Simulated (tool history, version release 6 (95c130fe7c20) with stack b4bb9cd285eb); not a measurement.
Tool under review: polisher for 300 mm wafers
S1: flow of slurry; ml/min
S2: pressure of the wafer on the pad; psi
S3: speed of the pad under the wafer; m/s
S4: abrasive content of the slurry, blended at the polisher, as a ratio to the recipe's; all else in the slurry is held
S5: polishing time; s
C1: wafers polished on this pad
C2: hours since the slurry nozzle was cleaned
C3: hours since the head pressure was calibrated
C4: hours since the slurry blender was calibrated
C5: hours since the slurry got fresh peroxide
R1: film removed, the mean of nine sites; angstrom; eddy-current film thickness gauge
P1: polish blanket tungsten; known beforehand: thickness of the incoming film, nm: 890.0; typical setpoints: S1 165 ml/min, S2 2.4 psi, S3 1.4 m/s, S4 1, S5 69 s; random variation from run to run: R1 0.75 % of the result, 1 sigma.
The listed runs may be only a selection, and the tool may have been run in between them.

run	hour	S1	S2	S3	S4	S5	C1	C2	C3	C4	C5	R1
1	4	165	2.4	1.4	1	69	802	329.3	769	107.1	78.8	3377.3
2	9.1	165	2.4	0.78	1	69	846	334.4	774.1	112.2	83.9	1886.3
3	12.8	165	2.4	1.4	1	69	879	338.1	777.8	115.9	87.6	3392.6
4	17.9	100	2.4	1.4	1	69	924	343.2	782.9	121	92.7	3061.1
5	22.4	165	1.6	1.4	1	69	963	347.7	787.4	125.5	97.2	2235.7
6	27	165	2.4	1.4	1	69	1004	352.3	792	130.1	101.8	3432.5
7	31.9	100	2.4	1.4	1	31	1047	357.2	796.9	135	106.7	1367.2
8	36.1	165	2.4	1.4	1	94	1084	361.4	801.1	139.2	110.9	4574.5
9	39.1	165	2.4	1.4	1.35	69	1110	364.4	804.1	142.2	113.9	3674.9
10	43.3	165	2.4	1.4	1	35	1147	368.6	808.3	146.4	118.1	1724.4
11	49	255	2.4	1.4	1	69	1198	374.3	814	152.1	123.8	3584.4
12	55.2	165	2.4	1.4	0.55	69	1252	380.5	820.2	158.3	130	2967.4
13	61.4	165	2.4	1.4	1	69	1307	386.7	826.4	164.5	136.2	3401.5
14	66.6	165	2.4	1.98	1	69	1352	391.9	831.6	169.7	141.4	4773

Run 15 has not been measured yet. What should we expect?
15	71.9	165	3.7	1.4	1	69	1399	397.2	836.9	175	146.7	?

{"run 15": {"R1": 5220.5}}
